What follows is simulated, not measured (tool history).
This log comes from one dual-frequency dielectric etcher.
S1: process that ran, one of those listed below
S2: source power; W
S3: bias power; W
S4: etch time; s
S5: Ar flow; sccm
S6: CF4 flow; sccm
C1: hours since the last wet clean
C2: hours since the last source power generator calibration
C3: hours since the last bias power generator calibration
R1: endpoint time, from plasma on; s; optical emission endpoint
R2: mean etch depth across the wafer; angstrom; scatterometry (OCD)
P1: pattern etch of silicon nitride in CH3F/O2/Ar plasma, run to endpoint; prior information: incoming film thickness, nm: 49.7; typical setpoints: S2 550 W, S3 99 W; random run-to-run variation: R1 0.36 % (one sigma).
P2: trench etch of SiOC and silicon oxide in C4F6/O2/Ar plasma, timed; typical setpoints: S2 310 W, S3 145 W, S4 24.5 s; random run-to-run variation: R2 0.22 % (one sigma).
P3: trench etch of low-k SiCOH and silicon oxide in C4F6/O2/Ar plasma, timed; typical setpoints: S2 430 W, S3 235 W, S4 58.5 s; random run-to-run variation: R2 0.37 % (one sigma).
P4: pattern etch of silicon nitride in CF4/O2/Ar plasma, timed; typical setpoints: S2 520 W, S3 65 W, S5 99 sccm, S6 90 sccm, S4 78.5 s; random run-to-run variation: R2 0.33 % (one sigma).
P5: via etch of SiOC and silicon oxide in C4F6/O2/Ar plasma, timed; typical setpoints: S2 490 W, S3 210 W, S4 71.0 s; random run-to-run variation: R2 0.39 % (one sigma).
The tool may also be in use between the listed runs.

{"run": 1, "hour": 12.0, "S1": "P1", "S2": 550, "S3": 99, "C1": 85.8, "C2": 405.7, "C3": 579.9, "R1": 59.426}
{"run": 2, "hour": 24.7, "S1": "P5", "S2": 490, "S3": 149, "S4": 71.0, "C1": 98.5, "C2": 418.4, "C3": 592.6, "R2": 804.73}
{"run": 3, "hour": 32.7, "S1": "P4", "S2": 520, "S3": 50, "S4": 78.5, "S5": 99, "S6": 90, "C1": 106.5, "C2": 426.4, "C3": 600.6, "R2": 1527.4}
{"run": 4, "hour": 40.7, "S1": "P1", "S2": 360, "S3": 99, "C1": 114.5, "C2": 434.4, "C3": 608.6, "R1": 69.485}
{"run": 5, "hour": 52.6, "S1": "P1", "S2": 550, "S3": 81, "C1": 126.4, "C2": 446.3, "C3": 620.5, "R1": 63.772}
{"run": 6, "hour": 64.6, "S1": "P4", "S2": 520, "S3": 65, "S4": 78.5, "S5": 99, "S6": 70, "C1": 138.4, "C2": 458.3, "C3": 632.5, "R2": 1643.2}
{"run": 7, "hour": 76.2, "S1": "P1", "S2": 550, "S3": 99, "C1": 150.0, "C2": 469.9, "C3": 644.1, "R1": 59.087}
{"run": 8, "hour": 88.9, "S1": "P5", "S2": 490, "S3": 210, "S4": 71.0, "C1": 162.7, "C2": 482.6, "C3": 656.8, "R2": 892.08}
{"run": 9, "hour": 98.3, "S1": "P1", "S2": 360, "S3": 122, "C1": 172.1, "C2": 492.0, "C3": 666.2, "R1": 64.108}
{"run": 10, "hour": 108.3, "S1": "P3", "S2": 430, "S3": 235, "S4": 58.5, "C1": 182.1, "C2": 502.0, "C3": 676.2, "R2": 2098.9}
{"run": 11, "hour": 118.0, "S1": "P1", "S2": 340, "S3": 81, "C1": 191.8, "C2": 511.7, "C3": 685.9, "R1": 76.632}
{"run": 12, "hour": 132.2, "S1": "P2", "S2": 310, "S3": 202, "S4": 24.5, "C1": 206.0, "C2": 525.9, "C3": 700.1, "R2": 460.1}
{"run": 13, "hour": 141.1, "S1": "P3", "S2": 430, "S3": 306, "S4": 58.5, "C1": 214.9, "C2": 534.8, "C3": 709.0, "R2": 2301.3}
{"run": 14, "hour": 148.6, "S1": "P1", "S2": 720, "S3": 133, "C1": 222.4, "C2": 542.3, "C3": 716.5, "R1": 48.029}
{"run": 15, "hour": 156.9, "S1": "P4", "S2": 520, "S3": 65, "S4": 111.5, "S5": 99, "S6": 90, "C1": 230.7, "C2": 550.6, "C3": 724.8, "R2": 2392.8}
{"run": 16, "hour": 172.7, "S1": "P1", "S2": 550, "S3": 132, "C1": 246.5, "C2": 566.4, "C3": 740.6, "R1": 53.301}
{"run": 17, "hour": 179.7, "S1": "P2", "S2": 310, "S3": 145, "S4": 34.5, "C1": 253.5, "C2": 573.4, "C3": 747.6, "R2": 582.72}
{"run": 18, "hour": 188.0, "S1": "P1", "S2": 550, "S3": 99, "C1": 261.8, "C2": 581.7, "C3": 755.9, "R1": 59.169}
{"run": 19, "hour": 197.3, "S1": "P4", "S2": 520, "S3": 65, "S4": 78.5, "S5": 70, "S6": 90, "C1": 271.1, "C2": 591.0, "C3": 765.2, "R2": 1750.2}
{"run": 20, "hour": 208.8, "S1": "P4", "S2": 520, "S3": 65, "S4": 78.5, "S5": 99, "S6": 90, "C1": 282.6, "C2": 602.5, "C3": 776.7, "R2": 1689.4}
{"run": 21, "hour": 219.8, "S1": "P1", "S2": 660, "S3": 99, "C1": 293.6, "C2": 613.5, "C3": 787.7, "R1": 55.408}
{"run": 22, "hour": 228.2, "S1": "P3", "S2": 430, "S3": 235, "S4": 74.5, "C1": 302.0, "C2": 621.9, "C3": 796.1, "R2": 2685.5}
{"run": 23, "hour": 243.9, "S1": "P5", "S2": 490, "S3": 210, "S4": 71.0, "C1": 317.7, "C2": 637.6, "C3": 811.8, "R2": 892.61}
{"run": 24, "hour": 255.7, "S1": "P1", "S2": 550, "S3": 99, "C1": 329.5, "C2": 649.4, "C3": 823.6, "R1": 59.033}
{"run": 25, "hour": 267.8, "S1": "P5", "S2": 490, "S3": 210, "S4": 105.5, "C1": 341.6, "C2": 661.5, "C3": 835.7, "R2": 1335.7}
{"run": 26, "hour": 277.5, "S1": "P1", "S2": 550, "S3": 99, "C1": 351.3, "C2": 671.2, "C3": 845.4, "R1": 59.057}
{"run": 27, "hour": 286.5, "S1": "P2", "S2": 400, "S3": 145, "S4": 24.5, "C1": 360.3, "C2": 680.2, "C3": 854.4, "R2": 456.12}
{"run": 28, "hour": 293.9, "S1": "P2", "S2": 310, "S3": 145, "S4": 24.5, "C1": 367.7, "C2": 687.6, "C3": 861.8, "R2": 412.33}
{"run": 29, "hour": 308.5, "S1": "P3", "S2": 570, "S3": 235, "S4": 58.5, "C1": 382.3, "C2": 702.2, "C3": 876.4, "R2": 2350.5}
{"run": 30, "hour": 322.1, "S1": "P1", "S2": 550, "S3": 99, "C1": 395.9, "C2": 715.8, "C3": 890.0, "R1": 59.437}
{"run": 31, "hour": 330.3, "S1": "P4", "S2": 520, "S3": 65, "S4": 78.5, "S5": 99, "S6": 90, "C1": 404.1, "C2": 724.0, "C3": 898.2, "R2": 1684.2}
{"run": 32, "hour": 339.6, "S1": "P3", "S2": 430, "S3": 235, "S4": 58.5, "C1": 413.4, "C2": 733.3, "C3": 907.5, "R2": 2110.9}
{"run": 33, "hour": 348.5, "S1": "P4", "S2": 310, "S3": 65, "S4": 78.5, "S5": 99, "S6": 90, "C1": 422.3, "C2": 742.2, "C3": 916.4, "R2": 1077.1}
{"run": 34, "hour": 364.1, "S1": "P5", "S2": 580, "S3": 210, "S4": 71.0, "C1": 437.9, "C2": 757.8, "C3": 932.0, "R2": 957.54}
{"run": 35, "hour": 376.2, "S1": "P1", "S2": 550, "S3": 99, "C1": 450.0, "C2": 769.9, "C3": 944.1, "R1": 59.582}
{"run": 36, "hour": 389.9, "S1": "P1", "S2": 550, "S3": 99, "C1": 463.7, "C2": 783.6, "C3": 957.8, "R1": 59.39}
{"run": 37, "hour": 405.5, "S1": "P1", "S2": 550, "S3": 99, "C1": 479.3, "C2": 799.2, "C3": 973.4, "R1": 59.852}
{"run": 38, "hour": 417.4, "S1": "P1", "S2": 550, "S3": 99, "C1": 491.2, "C2": 811.1, "C3": 985.3, "R1": 59.944}
{"hour": 421.6, "done": "wet clean of the chamber"}
{"run": 39, "hour": 430.9, "S1": "P1", "S2": 550, "S3": 99, "C1": 9.4, "C2": 824.6, "C3": 998.8, "R1": 60.186}
{"run": 40, "hour": 442.1, "S1": "P1", "S2": 550, "S3": 99, "C1": 20.6, "C2": 835.8, "C3": 1010.0, "R1": 60.08}
{"run": 41, "hour": 453.4, "S1": "P1", "S2": 550, "S3": 99, "C1": 31.9, "C2": 847.1, "C3": 1021.3, "R1": 60.592}
{"run": 42, "hour": 462.8, "S1": "P1", "S2": 550, "S3": 99, "C1": 41.3, "C2": 856.5, "C3": 1030.7, "R1": 59.849}
{"run": 43, "hour": 477.9, "S1": "P1", "S2": 550, "S3": 99, "C1": 56.4, "C2": 871.6, "C3": 1045.8, "R1": 60.6}
{"run": 44, "hour": 485.8, "S1": "P1", "S2": 550, "S3": 99, "C1": 64.3, "C2": 879.5, "C3": 1053.7, "R1": 60.503}
{"run": 45, "hour": 500.7, "S1": "P1", "S2": 550, "S3": 99, "C1": 79.2, "C2": 894.4, "C3": 1068.6, "R1": 60.611}

What P1 gives has crept off from where it sat before. The 2 causes that follow fit the log equally well, each at the size noted:
A: bias power that arrives under what is set, % = 4.99
B: source power that arrives under what is set, % = 4.75
Onset of the creep was near hour 376.2.
Other possible causes, and why each is ruled out:
chamber walls in a state that lowers the etch rate, %: was serviced at hour 421.6, once the creep was under way, yet the earlier output never came back

4 check runs are offered, each on 2 wafers whose results are averaged, their results left as question marks. Which one tells the causes apart?
{"run": "check 1", "hour": 515.6, "S1": "P4", "S2": 330, "S3": 53, "S4": 78.5, "S5": 99, "S6": 90, "R2": "?"}
{"run": "check 2", "hour": 515.6, "S1": "P3", "S2": 500, "S3": 292, "S4": 58.5, "R2": "?"}
{"run": "check 3", "hour": 515.6, "S1": "P2", "S2": 310, "S3": 183, "S4": 32.5, "R2": "?"}
{"run": "check 4", "hour": 515.6, "S1": "P5", "S2": 490, "S3": 178, "S4": 71.0, "R2": "?"}

How each check would come out, cause by cause:
check=check_1 result=R2 if_A=1030.40 if_B=1007.90
check=check_2 result=R2 if_A=2360.90 if_B=2358.40
check=check_3 result=R2 if_A=581.26 if_B=579.90
check=check_4 result=R2 if_A=837.27 if_B=834.90
Minimum pairwise separation of causes per check, each pair taken at its best-separating result: check 1 2.21 %; check 2 0.11 %; check 3 0.23 %; check 4 0.28 %
Only in check 1 would the causes give clearly different results; in the remaining checks their results would be nearly the same.

Check 1 has now been run. It gave: R2 1030.30 angstrom. Which of the candidate causes is it?

Of the candidate causes, it is A: bias power that arrives under what is set, %.
